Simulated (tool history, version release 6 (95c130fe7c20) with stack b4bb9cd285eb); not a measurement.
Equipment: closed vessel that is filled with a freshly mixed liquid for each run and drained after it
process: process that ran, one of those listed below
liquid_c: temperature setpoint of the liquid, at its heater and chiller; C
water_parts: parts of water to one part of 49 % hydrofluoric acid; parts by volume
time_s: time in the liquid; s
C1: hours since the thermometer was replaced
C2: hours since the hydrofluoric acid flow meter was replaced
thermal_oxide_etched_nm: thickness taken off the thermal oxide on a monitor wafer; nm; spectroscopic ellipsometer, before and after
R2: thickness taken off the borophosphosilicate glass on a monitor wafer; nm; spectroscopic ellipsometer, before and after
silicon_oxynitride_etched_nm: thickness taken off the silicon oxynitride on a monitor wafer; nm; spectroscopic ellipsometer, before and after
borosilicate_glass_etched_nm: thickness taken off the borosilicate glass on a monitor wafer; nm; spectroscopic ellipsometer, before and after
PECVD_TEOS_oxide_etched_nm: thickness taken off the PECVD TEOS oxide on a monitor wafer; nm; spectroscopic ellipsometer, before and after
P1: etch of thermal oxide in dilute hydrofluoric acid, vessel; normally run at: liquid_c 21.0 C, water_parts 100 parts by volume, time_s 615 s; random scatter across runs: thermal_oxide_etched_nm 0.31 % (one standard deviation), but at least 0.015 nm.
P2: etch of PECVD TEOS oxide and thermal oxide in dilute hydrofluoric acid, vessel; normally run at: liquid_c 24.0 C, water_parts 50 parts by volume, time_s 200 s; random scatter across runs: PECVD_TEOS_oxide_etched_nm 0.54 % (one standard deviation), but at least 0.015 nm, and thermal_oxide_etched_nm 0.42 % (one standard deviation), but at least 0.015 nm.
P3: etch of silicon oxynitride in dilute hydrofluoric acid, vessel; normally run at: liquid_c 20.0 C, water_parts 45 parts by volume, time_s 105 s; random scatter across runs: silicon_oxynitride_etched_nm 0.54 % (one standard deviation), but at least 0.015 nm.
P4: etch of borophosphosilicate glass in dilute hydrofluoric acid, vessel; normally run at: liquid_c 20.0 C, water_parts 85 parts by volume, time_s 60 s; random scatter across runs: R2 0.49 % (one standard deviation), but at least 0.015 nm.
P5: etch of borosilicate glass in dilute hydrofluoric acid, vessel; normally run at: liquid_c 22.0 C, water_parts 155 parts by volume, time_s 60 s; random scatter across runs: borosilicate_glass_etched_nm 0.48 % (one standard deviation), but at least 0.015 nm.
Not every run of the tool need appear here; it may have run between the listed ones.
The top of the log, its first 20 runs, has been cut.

run 21 hour=240.8 | process=P1 liquid_c=17.0 water_parts=100 time_s=615 | C1=163.7 C2=649.0 | thermal_oxide_etched_nm=21.3200
run 22 hour=251.8 | process=P1 liquid_c=17.0 water_parts=60 time_s=615 | C1=174.7 C2=660.0 | thermal_oxide_etched_nm=37.2460
run 23 hour=261.6 | process=P3 liquid_c=20.0 water_parts=65 time_s=105 | C1=184.5 C2=669.8 | silicon_oxynitride_etched_nm=3.2717
run 24 hour=274.8 | process=P1 liquid_c=21.0 water_parts=20 time_s=615 | C1=197.7 C2=683.0 | thermal_oxide_etched_nm=138.6700
run 25 hour=281.7 | process=P4 liquid_c=27.0 water_parts=85 time_s=60 | C1=204.6 C2=689.9 | R2=34.233
run 26 hour=289.1 | process=P2 liquid_c=24.0 water_parts=85 time_s=200 | C1=212.0 C2=697.3 | thermal_oxide_etched_nm=11.3400 PECVD_TEOS_oxide_etched_nm=28.588
run 27 hour=299.2 | process=P5 liquid_c=22.0 water_parts=155 time_s=60 | C1=222.1 C2=707.4 | borosilicate_glass_etched_nm=13.4660
run 28 hour=309.1 | process=P1 liquid_c=21.0 water_parts=100 time_s=615 | C1=232.0 C2=717.3 | thermal_oxide_etched_nm=25.0820
run 29 hour=324.4 | process=P1 liquid_c=21.0 water_parts=100 time_s=615 | C1=247.3 C2=732.6 | thermal_oxide_etched_nm=25.2780
run 30 hour=338.0 | process=P3 liquid_c=20.0 water_parts=45 time_s=105 | C1=260.9 C2=746.2 | silicon_oxynitride_etched_nm=4.8117
run 31 hour=345.9 | process=P1 liquid_c=21.0 water_parts=100 time_s=615 | C1=268.8 C2=754.1 | thermal_oxide_etched_nm=25.1810
run 32 hour=357.9 | process=P1 liquid_c=21.0 water_parts=100 time_s=615 | C1=280.8 C2=766.1 | thermal_oxide_etched_nm=25.2380
run 33 hour=371.2 | process=P1 liquid_c=21.0 water_parts=100 time_s=615 | C1=294.1 C2=779.4 | thermal_oxide_etched_nm=24.0480
run 34 hour=378.9 | process=P1 liquid_c=21.0 water_parts=100 time_s=615 | C1=301.8 C2=787.1 | thermal_oxide_etched_nm=23.9020
run 35 hour=391.1 | process=P1 liquid_c=21.0 water_parts=100 time_s=615 | C1=314.0 C2=799.3 | thermal_oxide_etched_nm=23.3640
run 36 hour=400.3 | process=P1 liquid_c=21.0 water_parts=100 time_s=615 | C1=323.2 C2=808.5 | thermal_oxide_etched_nm=23.3690
run 37 hour=412.5 | process=P1 liquid_c=21.0 water_parts=100 time_s=615 | C1=335.4 C2=820.7 | thermal_oxide_etched_nm=23.2860
run 38 hour=427.7 | process=P1 liquid_c=21.0 water_parts=100 time_s=615 | C1=350.6 C2=835.9 | thermal_oxide_etched_nm=23.0860

Run 39 comes next. What will it give?
run 39 hour=442.3 | process=P1 liquid_c=21.0 water_parts=100 time_s=615 | C1=365.2 C2=850.5 | thermal_oxide_etched_nm=?

thermal_oxide_etched_nm: 22.9770 nm
